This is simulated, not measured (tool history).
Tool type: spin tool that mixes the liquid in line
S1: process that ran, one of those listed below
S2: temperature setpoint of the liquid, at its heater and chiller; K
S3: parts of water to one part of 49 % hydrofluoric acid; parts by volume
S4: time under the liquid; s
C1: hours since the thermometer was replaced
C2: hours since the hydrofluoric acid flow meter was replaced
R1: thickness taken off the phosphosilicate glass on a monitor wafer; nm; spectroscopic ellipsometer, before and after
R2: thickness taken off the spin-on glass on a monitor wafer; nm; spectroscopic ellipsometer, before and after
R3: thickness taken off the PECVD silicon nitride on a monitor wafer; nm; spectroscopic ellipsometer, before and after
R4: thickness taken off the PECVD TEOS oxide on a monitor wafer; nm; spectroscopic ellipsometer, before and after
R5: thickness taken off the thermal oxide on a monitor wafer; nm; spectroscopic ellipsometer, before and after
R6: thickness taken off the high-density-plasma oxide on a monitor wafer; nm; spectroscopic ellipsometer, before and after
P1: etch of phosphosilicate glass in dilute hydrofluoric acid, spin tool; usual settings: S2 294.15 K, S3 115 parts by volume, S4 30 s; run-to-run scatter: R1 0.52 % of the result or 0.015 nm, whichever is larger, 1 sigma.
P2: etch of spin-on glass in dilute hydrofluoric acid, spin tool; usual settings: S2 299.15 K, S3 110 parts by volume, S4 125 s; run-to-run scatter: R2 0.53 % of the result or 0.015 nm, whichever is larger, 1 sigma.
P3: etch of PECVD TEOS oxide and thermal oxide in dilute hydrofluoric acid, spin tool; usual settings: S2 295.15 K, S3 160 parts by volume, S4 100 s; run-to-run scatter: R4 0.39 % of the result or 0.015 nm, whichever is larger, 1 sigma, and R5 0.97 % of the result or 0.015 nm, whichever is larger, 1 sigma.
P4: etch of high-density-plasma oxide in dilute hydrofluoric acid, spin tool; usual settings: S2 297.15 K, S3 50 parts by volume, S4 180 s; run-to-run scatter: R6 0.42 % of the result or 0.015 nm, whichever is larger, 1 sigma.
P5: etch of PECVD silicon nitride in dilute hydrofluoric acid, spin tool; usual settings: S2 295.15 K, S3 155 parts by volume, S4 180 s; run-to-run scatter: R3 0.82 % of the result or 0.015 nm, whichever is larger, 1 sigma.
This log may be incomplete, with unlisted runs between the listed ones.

Run 1, day 0.138: S1 P1, S2 294.15 K, S3 115 parts by volume, S4 30 s; C1 1350.7; C2 715.4. Result: R1 20.6900 nm.
Run 2, day 0.396: S1 P1, S2 299.65 K, S3 115 parts by volume, S4 30 s; C1 1356.9; C2 721.6. Result: R1 25.4300 nm.
Run 3, day 0.671: S1 P1, S2 294.15 K, S3 115 parts by volume, S4 30 s; C1 1363.5; C2 728.2. Result: R1 20.4310 nm.
Run 4, day 0.796: S1 P1, S2 294.15 K, S3 115 parts by volume, S4 30 s; C1 1366.5; C2 731.2. Result: R1 20.4070 nm.
Run 5, day 1.067: S1 P2, S2 299.15 K, S3 110 parts by volume, S4 125 s; C1 1373.0; C2 737.7. Result: R2 54.079 nm.
Run 6, day 1.188: S1 P1, S2 290.15 K, S3 115 parts by volume, S4 30 s; C1 1375.9; C2 740.6. Result: R1 17.4450 nm.
Run 7, day 1.317: S1 P5, S2 290.15 K, S3 155 parts by volume, S4 180 s; C1 1379.0; C2 743.7. Result: R3 1.9948 nm.
Run 8, day 1.442: S1 P3, S2 290.15 K, S3 160 parts by volume, S4 100 s; C1 1382.0; C2 746.7. Result: R4 4.5517 nm, R5 1.9719 nm.
Run 9, day 1.575: S1 P5, S2 295.15 K, S3 70 parts by volume, S4 180 s; C1 1385.2; C2 749.9. Result: R3 5.9448 nm.
Run 10, day 1.817: S1 P3, S2 295.15 K, S3 160 parts by volume, S4 100 s; C1 1391.0; C2 755.7. Result: R4 5.6061 nm, R5 2.4633 nm.
Run 11, day 1.946: S1 P4, S2 297.15 K, S3 50 parts by volume, S4 180 s; C1 1394.1; C2 758.8. Result: R6 25.9190 nm.
Run 12, day 2.204: S1 P1, S2 290.15 K, S3 65 parts by volume, S4 30 s; C1 1400.3; C2 765.0. Result: R1 32.4810 nm.
Run 13, day 2.333: S1 P1, S2 294.15 K, S3 70 parts by volume, S4 30 s; C1 1403.4; C2 768.1. Result: R1 35.5660 nm.
Run 14, day 2.508: S1 P5, S2 295.15 K, S3 155 parts by volume, S4 50 s; C1 1407.6; C2 772.3. Result: R3 0.7703 nm.
Run 15, day 2.646: S1 P2, S2 299.15 K, S3 110 parts by volume, S4 240 s; C1 1410.9; C2 775.6. Result: R2 103.850 nm.
Run 16, day 2.838: S1 P3, S2 295.15 K, S3 160 parts by volume, S4 160 s; C1 1415.5; C2 780.2. Result: R4 8.8769 nm, R5 3.8157 nm.
Run 17, day 2.975: S1 P4, S2 297.15 K, S3 25 parts by volume, S4 180 s; C1 1418.8; C2 783.5. Result: R6 53.4670 nm.
Run 18, day 3.192: S1 P3, S2 295.15 K, S3 160 parts by volume, S4 100 s; C1 1424.0; C2 788.7. Result: R4 5.5740 nm, R5 2.4033 nm.
Run 19, day 3.317: S1 P1, S2 294.15 K, S3 115 parts by volume, S4 55 s; C1 1427.0; C2 791.7. Result: R1 37.6140 nm.
Run 20, day 3.583: S1 P1, S2 290.15 K, S3 115 parts by volume, S4 15 s; C1 1433.4; C2 798.1. Result: R1 8.6909 nm.
Run 21, day 3.829: S1 P1, S2 294.15 K, S3 115 parts by volume, S4 15 s; C1 1439.3; C2 804.0. Result: R1 10.0990 nm.
Run 22, day 4.012: S1 P1, S2 294.15 K, S3 115 parts by volume, S4 30 s; C1 1443.7; C2 808.4. Result: R1 20.4290 nm.
Run 23, day 4.196: S1 P2, S2 299.15 K, S3 60 parts by volume, S4 125 s; C1 1448.1; C2 812.8. Result: R2 106.690 nm.
Run 24, day 4.325: S1 P3, S2 295.15 K, S3 45 parts by volume, S4 100 s; C1 1451.2; C2 815.9. Result: R4 22.6420 nm, R5 9.9306 nm.
Run 25, day 4.488: S1 P4, S2 297.15 K, S3 50 parts by volume, S4 180 s; C1 1455.1; C2 819.8. Result: R6 25.8390 nm.
Run 26, day 4.696: S1 P4, S2 302.65 K, S3 50 parts by volume, S4 180 s; C1 1460.1; C2 824.8. Result: R6 32.0050 nm.
Run 27, day 4.938: S1 P2, S2 305.65 K, S3 110 parts by volume, S4 125 s; C1 1465.9; C2 830.6. Result: R2 69.222 nm.
Run 28, day 5.179: S1 P1, S2 294.15 K, S3 180 parts by volume, S4 30 s; C1 1471.7; C2 836.4. Result: R1 12.2090 nm.
Run 29, day 5.388: S1 P4, S2 297.15 K, S3 50 parts by volume, S4 15 s; C1 1476.7; C2 841.4. Result: R6 2.1578 nm.
Run 30, day 5.512: S1 P5, S2 295.15 K, S3 155 parts by volume, S4 180 s; C1 1479.7; C2 844.4. Result: R3 2.7205 nm.
Run 31, day 5.788: S1 P1, S2 294.15 K, S3 115 parts by volume, S4 30 s; C1 1486.3; C2 851.0. Result: R1 20.5030 nm.
Run 32, day 6.054: S1 P1, S2 294.15 K, S3 115 parts by volume, S4 30 s; C1 1492.7; C2 857.4. Result: R1 20.7260 nm.
Run 33, day 6.296: S1 P1, S2 294.15 K, S3 115 parts by volume, S4 30 s; C1 1498.5; C2 863.2. Result: R1 21.0800 nm.
Run 34, day 6.425: S1 P1, S2 294.15 K, S3 115 parts by volume, S4 30 s; C1 1501.6; C2 866.3. Result: R1 21.2120 nm.
Run 35, day 6.642: S1 P1, S2 294.15 K, S3 115 parts by volume, S4 30 s; C1 1506.8; C2 871.5. Result: R1 21.4000 nm.
Run 36, day 6.846: S1 P1, S2 294.15 K, S3 115 parts by volume, S4 30 s; C1 1511.7; C2 876.4. Result: R1 21.2860 nm.
Run 37, day 7.054: S1 P1, S2 294.15 K, S3 115 parts by volume, S4 30 s; C1 1516.7; C2 881.4. Result: R1 21.5860 nm.
Run 38, day 7.200: S1 P1, S2 294.15 K, S3 115 parts by volume, S4 30 s; C1 1520.2; C2 884.9. Result: R1 21.6580 nm.
Run 39, day 7.467: S1 P1, S2 294.15 K, S3 115 parts by volume, S4 30 s; C1 1526.6; C2 891.3. Result: R1 21.5130 nm.
Run 40, day 7.679: S1 P1, S2 294.15 K, S3 115 parts by volume, S4 30 s; C1 1531.7; C2 896.4. Result: R1 21.6070 nm.
Run 41, day 7.904: S1 P1, S2 294.15 K, S3 115 parts by volume, S4 30 s; C1 1537.1; C2 901.8. Result: R1 21.7500 nm.
Run 42, day 8.167: S1 P1, S2 294.15 K, S3 115 parts by volume, S4 30 s; C1 1543.4; C2 908.1. Result: R1 21.6710 nm.

Something has made what P1 gives creep away from where it was; the 2 causes below, each at its own stated size, fit the log equally well:
A: liquid hotter than its thermometer reads (K) = 1.45
B: hydrofluoric acid flow above the setpoint (%) = 5.28
The process output started creeping at around day 5.788.

Of the 4 check runs below, each run on 3 wafers with the results averaged and each result still a question mark, which one would tell the listed causes apart?
Run check 1, day 8.429: S1 P3, S2 295.15 K, S3 160 parts by volume, S4 100 s. Result: R4 ?, R5 ?.
Run check 2, day 8.429: S1 P5, S2 295.15 K, S3 155 parts by volume, S4 180 s. Result: R3 ?.
Run check 3, day 8.429: S1 P2, S2 299.15 K, S3 110 parts by volume, S4 125 s. Result: R2 ?.
Run check 4, day 8.429: S1 P4, S2 297.15 K, S3 50 parts by volume, S4 180 s. Result: R6 ?.

What each check would give under each cause:
  check  result     if A     if B
check 1      R4   5.9024   5.9280
check 1      R5   2.5595   2.5706
check 2      R3   3.0181   2.8884
check 3      R2   56.937   57.103
check 4      R6  27.4470  27.3240
Distance between the nearest two causes, measured in the result of the check that separates them most: check 1 0.43 %; check 2 4.39 %; check 3 0.29 %; check 4 0.45 %
Check 2 tells the causes apart: in the others they would give nearly the same result.

Then check 2 was run and gave: R3 2.8983 nm. Which cause is it?

B is the cause: hydrofluoric acid flow above the setpoint (%).
